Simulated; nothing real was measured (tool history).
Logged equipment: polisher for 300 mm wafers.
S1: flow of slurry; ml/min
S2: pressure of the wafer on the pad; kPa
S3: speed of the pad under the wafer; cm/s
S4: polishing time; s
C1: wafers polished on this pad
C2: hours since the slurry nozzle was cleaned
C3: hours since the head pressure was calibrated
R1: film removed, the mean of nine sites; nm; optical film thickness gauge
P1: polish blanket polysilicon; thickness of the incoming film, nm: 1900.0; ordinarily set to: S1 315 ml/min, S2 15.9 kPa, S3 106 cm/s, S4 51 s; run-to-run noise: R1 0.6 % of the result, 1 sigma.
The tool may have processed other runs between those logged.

run   hour   S1    S2   S3  S4   C1     C2     C3      R1
  1    4.6  315  15.9  106  51  379  155.2  692.5  415.21
  2   11.5  315  15.9  106  27  432  162.1  699.4  219.51
  3   18.0  315   9.7  106  51  483  168.6  705.9  252.71
  4   23.3  315  15.9  106  51  524  173.9  711.2  421.28
  5   27.5  315  23.4  106  51  557  178.1  715.4  618.67
  6   33.8  315  15.9   68  51  606  184.4  721.7  269.75
  7   38.5  315  15.9  106  51  643  189.1  726.4  416.70
      42.2  -- slurry nozzle cleaned
  8   45.2  315  15.9  152  51  695    3.0  733.1  607.12
  9   49.7  190  15.9  106  51  730    7.5  737.6  397.59
 10   57.5  420  15.9  106  51  791   15.3  745.4  423.04
 11   63.7  450  15.9  156  51  839   21.5  751.6  635.73
      70.3  -- worn pad replaced by a new one
 12   70.5  315  15.9  106  75    1   28.3  758.4  616.36
 13   74.1  315  15.9  106  51   30   31.9  762.0  418.60
 14   79.2  315  15.9  106  51   69   37.0  767.1  423.37
 15   84.0  315  15.9  106  51  107   41.8  771.9  418.91
 16   87.8  315  15.9  106  51  136   45.6  775.7  409.33
 17   94.0  315  15.9  106  51  185   51.8  781.9  403.21
      97.8  -- worn pad replaced by a new one
 18   98.4  315  15.9  106  51    5   56.2  786.3  402.45
 19  106.0  315  15.9  106  51   64   63.8  793.9  393.87

Run 20, settings as shown, results not yet in. Your forecast:
 20  111.8  315  15.9  106  51  109  69.6  799.7   ?

{"run 20": {"R1": 397.66}}

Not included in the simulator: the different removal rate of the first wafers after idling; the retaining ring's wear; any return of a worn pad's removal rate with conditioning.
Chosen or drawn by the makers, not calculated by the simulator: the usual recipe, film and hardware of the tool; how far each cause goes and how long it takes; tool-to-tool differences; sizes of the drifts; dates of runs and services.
